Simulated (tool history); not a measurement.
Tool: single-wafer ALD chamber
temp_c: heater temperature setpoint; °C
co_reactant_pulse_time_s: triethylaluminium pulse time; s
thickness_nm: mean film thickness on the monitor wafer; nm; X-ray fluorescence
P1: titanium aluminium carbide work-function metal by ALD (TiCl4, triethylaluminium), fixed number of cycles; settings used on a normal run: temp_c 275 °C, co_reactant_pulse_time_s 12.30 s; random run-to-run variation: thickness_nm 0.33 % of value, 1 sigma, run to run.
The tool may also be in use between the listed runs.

run	hour	temp_c	co_reactant_pulse_time_s	hours since the last thermocouple change	hours since the last triethylaluminium bottle change	thickness_nm
1	10.3	275	12.30	285.4	500.5	1.7861
2	21.7	253	8.36	296.8	511.9	1.5455
3	31.0	275	19.34	306.1	521.2	1.8204
4	40.5	251	12.30	315.6	530.7	1.5856
5	51.3	275	12.30	326.4	541.5	1.7895
6	58.8	275	12.30	333.9	549.0	1.7915
# hour 60.1: triethylaluminium bottle replaced
7	65.7	298	12.30	340.8	5.7	1.9930
8	74.6	275	12.30	349.7	14.6	1.7945
9	84.8	275	4.19	359.9	24.8	1.3914

What does the tool deliver on the next run?
10	95.4	275	12.30	370.5	35.4	?

{"run 10": {"thickness_nm": 1.7915}}
